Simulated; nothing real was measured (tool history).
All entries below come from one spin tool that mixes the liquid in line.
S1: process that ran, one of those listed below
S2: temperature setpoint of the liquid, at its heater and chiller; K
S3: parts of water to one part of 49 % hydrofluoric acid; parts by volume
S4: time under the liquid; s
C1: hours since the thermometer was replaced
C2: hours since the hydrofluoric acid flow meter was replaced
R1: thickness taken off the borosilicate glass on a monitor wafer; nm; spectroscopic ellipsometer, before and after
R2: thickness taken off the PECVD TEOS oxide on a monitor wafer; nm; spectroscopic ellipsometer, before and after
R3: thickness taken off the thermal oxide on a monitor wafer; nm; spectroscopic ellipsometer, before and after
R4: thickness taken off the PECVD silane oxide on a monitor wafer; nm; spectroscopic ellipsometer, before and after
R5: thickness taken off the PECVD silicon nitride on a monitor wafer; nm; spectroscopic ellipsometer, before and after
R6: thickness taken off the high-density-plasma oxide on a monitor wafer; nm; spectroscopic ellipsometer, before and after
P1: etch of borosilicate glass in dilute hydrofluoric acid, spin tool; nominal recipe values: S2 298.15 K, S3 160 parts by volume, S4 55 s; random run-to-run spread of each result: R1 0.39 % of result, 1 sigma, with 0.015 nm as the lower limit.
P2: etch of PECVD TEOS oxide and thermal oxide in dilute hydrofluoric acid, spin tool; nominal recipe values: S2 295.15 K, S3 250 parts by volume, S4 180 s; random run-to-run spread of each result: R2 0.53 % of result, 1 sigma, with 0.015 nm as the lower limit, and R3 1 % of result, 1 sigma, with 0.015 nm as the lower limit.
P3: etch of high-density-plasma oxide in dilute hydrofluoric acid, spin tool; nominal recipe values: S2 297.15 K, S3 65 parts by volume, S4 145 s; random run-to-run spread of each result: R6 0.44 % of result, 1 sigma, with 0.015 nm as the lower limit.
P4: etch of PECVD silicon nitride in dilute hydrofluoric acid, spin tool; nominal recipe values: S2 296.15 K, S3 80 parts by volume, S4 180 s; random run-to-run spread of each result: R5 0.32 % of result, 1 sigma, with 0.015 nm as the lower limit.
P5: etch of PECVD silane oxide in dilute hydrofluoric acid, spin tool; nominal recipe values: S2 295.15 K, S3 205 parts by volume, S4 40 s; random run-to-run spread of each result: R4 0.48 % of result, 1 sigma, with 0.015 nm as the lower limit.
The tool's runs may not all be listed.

| run | hour | S1 | S2 | S3 | S4 | C1 | C2 | R1 | R2 | R3 | R4 | R5 | R6 |
|---|---|---|---|---|---|---|---|---|---|---|---|---|---|
| 1 | 6.1 | P1 | 298.15 | 160 | 55 | 1091.8 | 887 | 11.086 |  |  |  |  |  |
| 2 | 14.8 | P1 | 298.15 | 65 | 55 | 1100.5 | 895.7 | 31.038 |  |  |  |  |  |
| 3 | 21.4 | P1 | 298.15 | 160 | 55 | 1107.1 | 902.3 | 11.161 |  |  |  |  |  |
| 4 | 31.1 | P1 | 292.65 | 160 | 15 | 1116.8 | 912 | 2.4707 |  |  |  |  |  |
| 5 | 39.7 | P2 | 290.15 | 250 | 180 | 1125.4 | 920.6 |  | 6.664 | 2.2642 |  |  |  |
| 6 | 45.6 | P1 | 298.15 | 160 | 55 | 1131.3 | 926.5 | 11.133 |  |  |  |  |  |
| 7 | 54.1 | P1 | 294.15 | 160 | 55 | 1139.8 | 935 | 9.5653 |  |  |  |  |  |
| 8 | 64.3 | P5 | 295.15 | 205 | 80 | 1150 | 945.2 |  |  |  | 14.12 |  |  |
| 9 | 72.6 | P4 | 296.15 | 80 | 350 | 1158.3 | 953.5 |  |  |  |  | 18.076 |  |
| 10 | 79.5 | P1 | 306.15 | 160 | 55 | 1165.2 | 960.4 | 14.859 |  |  |  |  |  |
| 11 | 88.9 | P1 | 298.15 | 160 | 55 | 1174.6 | 969.8 | 11.151 |  |  |  |  |  |
| 12 | 98.4 | P1 | 303.65 | 160 | 95 | 1184.1 | 979.3 | 23.598 |  |  |  |  |  |
| 13 | 109.1 | P4 | 296.15 | 80 | 180 | 1194.8 | 990 |  |  |  |  | 9.2463 |  |
| 14 | 121.1 | P1 | 298.15 | 160 | 105 | 1206.8 | 1002 | 21.256 |  |  |  |  |  |
| 15 | 126.6 | P2 | 295.15 | 250 | 345 | 1212.3 | 1007.5 |  | 15.17 | 5.2869 |  |  |  |
| 16 | 132.3 | P4 | 300.65 | 80 | 180 | 1218 | 1013.2 |  |  |  |  | 12.437 |  |
| 17 | 144.4 | P3 | 297.15 | 95 | 145 | 1230.1 | 1025.3 |  |  |  |  |  | 10.964 |
| 18 | 156.4 | P2 | 295.15 | 450 | 180 | 1242.1 | 1037.3 |  | 3.6502 | 1.2995 |  |  |  |
| 19 | 168.7 | P3 | 297.15 | 65 | 145 | 1254.4 | 1049.6 |  |  |  |  |  | 16.754 |
| 20 | 174.8 | P1 | 298.15 | 220 | 55 | 1260.5 | 1055.7 | 7.6289 |  |  |  |  |  |
| 21 | 183.7 | P3 | 297.15 | 65 | 280 | 1269.4 | 1064.6 |  |  |  |  |  | 32.042 |
| 22 | 189.2 | P1 | 298.15 | 160 | 15 | 1274.9 | 1070.1 | 3.0572 |  |  |  |  |  |
| 23 | 195.8 | P3 | 292.15 | 65 | 145 | 1281.5 | 1076.7 |  |  |  |  |  | 13.549 |
| 24 | 204.3 | P1 | 292.65 | 160 | 110 | 1290 | 1085.2 | 18.2 |  |  |  |  |  |
| 25 | 216.8 | P5 | 295.15 | 100 | 40 | 1302.5 | 1097.7 |  |  |  | 16.218 |  |  |
| 26 | 225.4 | P2 | 295.15 | 250 | 180 | 1311.1 | 1106.3 |  | 7.8748 | 2.7409 |  |  |  |
| 27 | 232.4 | P4 | 296.15 | 45 | 180 | 1318.1 | 1113.3 |  |  |  |  | 16.365 |  |
| 28 | 242.3 | P1 | 298.15 | 160 | 55 | 1328 | 1123.2 | 11.178 |  |  |  |  |  |
| 29 | 248.8 | P5 | 295.15 | 205 | 40 | 1334.5 | 1129.7 |  |  |  | 7.0632 |  |  |
| 30 | 261.1 | P5 | 290.15 | 205 | 40 | 1346.8 | 1142 |  |  |  | 5.8216 |  |  |
| 31 | 271.2 | P1 | 298.15 | 160 | 55 | 1356.9 | 1152.1 | 11.075 |  |  |  |  |  |
| 32 | 280.4 | P1 | 298.15 | 160 | 55 | 1366.1 | 1161.3 | 11.51 |  |  |  |  |  |
| 33 | 292.2 | P1 | 298.15 | 160 | 55 | 1377.9 | 1173.1 | 11.646 |  |  |  |  |  |
| 34 | 298.8 | P1 | 298.15 | 160 | 55 | 1384.5 | 1179.7 | 11.761 |  |  |  |  |  |
| 35 | 311.3 | P1 | 298.15 | 160 | 55 | 1397 | 1192.2 | 11.783 |  |  |  |  |  |
| 36 | 323.7 | P1 | 298.15 | 160 | 55 | 1409.4 | 1204.6 | 11.798 |  |  |  |  |  |
| 37 | 330.7 | P1 | 298.15 | 160 | 55 | 1416.4 | 1211.6 | 11.822 |  |  |  |  |  |
| 38 | 337.1 | P1 | 298.15 | 160 | 55 | 1422.8 | 1218 | 11.849 |  |  |  |  |  |
| 39 | 343.9 | P1 | 298.15 | 160 | 55 | 1429.6 | 1224.8 | 11.874 |  |  |  |  |  |

The output of P1 has drifted from where it used to be. Each of the 2 causes below, taken at the size shown beside it, accounts for the log equally well:
A: hydrofluoric acid flow above the setpoint (%) = 5.29
B: liquid hotter than its thermometer reads (K) = 1.64
At approximately hour 271.2, the process output began to creep.

The check runs listed below each take one wafer, and their results are still question marks. Under which run would the listed causes lead to clearly different results?
| check 1 | 350.7 | P2 | 295.15 | 370 | 180 |  |  |  | ? | ? |  |  |  |
| check 2 | 350.7 | P4 | 296.15 | 55 | 330 |  |  |  |  |  |  | ? |  |
| check 3 | 350.7 | P5 | 295.15 | 120 | 70 |  |  |  |  |  | ? |  |  |
| check 4 | 350.7 | P3 | 297.15 | 85 | 235 |  |  |  |  |  |  |  | ? |

Check results expected under each cause:
| check | result | if A | if B |
|---|---|---|---|
| check 1 | R2 | 5.152 | 5.0885 |
| check 1 | R3 | 1.7793 | 1.7574 |
| check 2 | R5 | 25.86 | 27.462 |
| check 3 | R4 | 24.499 | 24.654 |
| check 4 | R6 | 21.353 | 21.531 |
How far apart the two closest causes lie, in the result that separates them most: check 1 1.24 %; check 2 6.01 %; check 3 0.63 %; check 4 0.83 %
Check 2 tells the causes apart: in the others they would give nearly the same result.

With check 2 done, the readings were: R5 25.997 nm. Identify which of the listed causes applies.

Of the candidate causes, it is A: hydrofluoric acid flow above the setpoint (%).

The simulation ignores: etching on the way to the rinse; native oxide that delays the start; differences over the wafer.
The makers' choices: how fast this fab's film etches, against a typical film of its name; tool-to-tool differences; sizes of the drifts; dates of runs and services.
